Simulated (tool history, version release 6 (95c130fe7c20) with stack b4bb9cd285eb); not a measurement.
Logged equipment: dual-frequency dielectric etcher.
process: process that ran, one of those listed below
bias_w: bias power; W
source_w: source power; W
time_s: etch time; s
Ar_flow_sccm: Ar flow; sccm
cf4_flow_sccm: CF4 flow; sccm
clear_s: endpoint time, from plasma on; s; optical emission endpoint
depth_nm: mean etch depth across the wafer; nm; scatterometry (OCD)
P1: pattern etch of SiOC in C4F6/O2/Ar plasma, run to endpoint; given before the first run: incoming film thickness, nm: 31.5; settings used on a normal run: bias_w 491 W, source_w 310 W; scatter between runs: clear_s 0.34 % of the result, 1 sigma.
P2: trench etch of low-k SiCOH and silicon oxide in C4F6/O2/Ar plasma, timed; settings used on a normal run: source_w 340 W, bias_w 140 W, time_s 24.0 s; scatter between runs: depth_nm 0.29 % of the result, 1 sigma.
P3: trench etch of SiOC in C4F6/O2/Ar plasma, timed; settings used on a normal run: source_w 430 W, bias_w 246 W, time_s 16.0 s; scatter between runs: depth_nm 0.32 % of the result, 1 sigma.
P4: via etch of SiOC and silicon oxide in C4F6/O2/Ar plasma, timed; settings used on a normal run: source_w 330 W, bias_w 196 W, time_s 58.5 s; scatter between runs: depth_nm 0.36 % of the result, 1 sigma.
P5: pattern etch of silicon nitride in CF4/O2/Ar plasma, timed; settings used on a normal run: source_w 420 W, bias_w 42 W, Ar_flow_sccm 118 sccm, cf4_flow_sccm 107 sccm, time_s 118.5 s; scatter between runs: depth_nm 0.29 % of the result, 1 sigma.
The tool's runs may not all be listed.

| run | hour | process | bias_w | source_w | time_s | Ar_flow_sccm | cf4_flow_sccm | clear_s | depth_nm |
|---|---|---|---|---|---|---|---|---|---|
| 1 | 9.1 | P1 | 491 | 310 |  |  |  | 12.0410 |  |
| 2 | 14.0 | P1 | 350 | 310 |  |  |  | 13.6250 |  |
| 3 | 22.4 | P2 | 140 | 340 | 16.0 |  |  |  | 43.056 |
| 4 | 28.5 | P3 | 246 | 430 | 16.0 |  |  |  | 37.862 |
| 5 | 35.5 | P4 | 196 | 330 | 58.5 |  |  |  | 62.535 |
| 6 | 42.8 | P5 | 42 | 280 | 118.5 | 118 | 107 |  | 123.970 |
| 7 | 51.3 | P4 | 196 | 390 | 58.5 |  |  |  | 66.847 |
| 8 | 58.4 | P5 | 42 | 420 | 118.5 | 118 | 107 |  | 175.830 |
| 9 | 63.8 | P1 | 491 | 370 |  |  |  | 11.2670 |  |
| 10 | 71.2 | P5 | 42 | 420 | 118.5 | 118 | 107 |  | 175.040 |
|  | 73.3 | bias power generator calibrated |
| 11 | 78.4 | P1 | 641 | 400 |  |  |  | 9.8958 |  |
| 12 | 88.1 | P1 | 312 | 230 |  |  |  | 15.8640 |  |
| 13 | 95.4 | P1 | 491 | 310 |  |  |  | 11.9740 |  |
| 14 | 105.3 | P4 | 196 | 330 | 35.0 |  |  |  | 37.652 |
| 15 | 112.0 | P2 | 110 | 340 | 24.0 |  |  |  | 60.188 |
| 16 | 121.5 | P2 | 140 | 340 | 24.0 |  |  |  | 64.861 |
| 17 | 128.8 | P1 | 491 | 310 |  |  |  | 12.0080 |  |
| 18 | 137.5 | P1 | 624 | 370 |  |  |  | 10.2260 |  |
| 19 | 143.7 | P5 | 42 | 420 | 118.5 | 141 | 107 |  | 171.150 |
| 20 | 148.7 | P3 | 246 | 430 | 20.5 |  |  |  | 48.552 |
| 21 | 156.4 | P5 | 42 | 420 | 173.0 | 118 | 107 |  | 257.030 |
| 22 | 163.8 | P3 | 155 | 430 | 16.0 |  |  |  | 32.559 |
| 23 | 169.7 | P3 | 246 | 560 | 16.0 |  |  |  | 41.897 |
| 24 | 178.5 | P1 | 491 | 310 |  |  |  | 11.9440 |  |
| 25 | 183.6 | P2 | 140 | 410 | 24.0 |  |  |  | 69.591 |
| 26 | 188.9 | P1 | 491 | 230 |  |  |  | 13.3840 |  |
| 27 | 197.3 | P5 | 56 | 420 | 118.5 | 118 | 107 |  | 196.090 |
| 28 | 207.1 | P4 | 254 | 330 | 58.5 |  |  |  | 68.505 |
| 29 | 215.9 | P1 | 590 | 310 |  |  |  | 11.2190 |  |
| 30 | 224.5 | P5 | 42 | 420 | 118.5 | 118 | 74 |  | 167.570 |
| 31 | 229.9 | P1 | 491 | 310 |  |  |  | 11.9410 |  |
| 32 | 238.7 | P1 | 491 | 310 |  |  |  | 11.9130 |  |
| 33 | 248.2 | P1 | 491 | 310 |  |  |  | 11.8850 |  |
| 34 | 253.5 | P1 | 491 | 310 |  |  |  | 11.8150 |  |
| 35 | 259.7 | P1 | 491 | 310 |  |  |  | 11.8800 |  |
|  | 263.6 | wet clean of the chamber |
| 36 | 266.0 | P1 | 491 | 310 |  |  |  | 11.7970 |  |
| 37 | 271.1 | P1 | 491 | 310 |  |  |  | 11.7900 |  |
| 38 | 275.4 | P1 | 491 | 310 |  |  |  | 11.7910 |  |
| 39 | 284.0 | P1 | 491 | 310 |  |  |  | 11.9020 |  |
| 40 | 288.6 | P1 | 491 | 310 |  |  |  | 11.7700 |  |

P1 has crept away from where it was. The log is fitted equally well by each of these 2 causes, at the sizes shown:
A: source power that arrives over what is set, % = 4.7
B: bias power that arrives over what is set, % = 4.57
The process output started creeping at around hour 229.9.
What rules out each remaining cause:
chamber walls in a state that raises the etch rate, %: its service at hour 263.6 followed the start of the drift and did not put the process back to its old value

Question marks stand in for the results of the 4 check runs listed below, each run on one wafer. Under which run would the listed causes show clearly different results?
| check 1 | 293.2 | P3 | 246 | 430 | 16.0 |  |  |  | ? |
| check 2 | 293.2 | P4 | 196 | 330 | 58.5 |  |  |  | ? |
| check 3 | 293.2 | P5 | 42 | 420 | 118.5 | 118 | 107 |  | ? |
| check 4 | 293.2 | P2 | 140 | 340 | 24.0 |  |  |  | ? |

If the cause were each of the candidates in turn, the checks would give the following:
| check | result | if A | if B |
|---|---|---|---|
| check 1 | depth_nm | 38.439 | 38.341 |
| check 2 | depth_nm | 63.842 | 63.667 |
| check 3 | depth_nm | 183.160 | 178.910 |
| check 4 | depth_nm | 66.106 | 65.807 |
Per-check spread between the two closest causes, in the result where they differ most: check 1 0.25 %; check 2 0.27 %; check 3 2.35 %; check 4 0.45 %
Check 3 distinguishes between the causes, while the remaining checks would return nearly the same result for all of them.

Check 3 has now been run. It gave: depth_nm 178.470 nm. Which of the candidate causes is it?

Of the candidate causes, it is B: bias power that arrives over what is set, %.
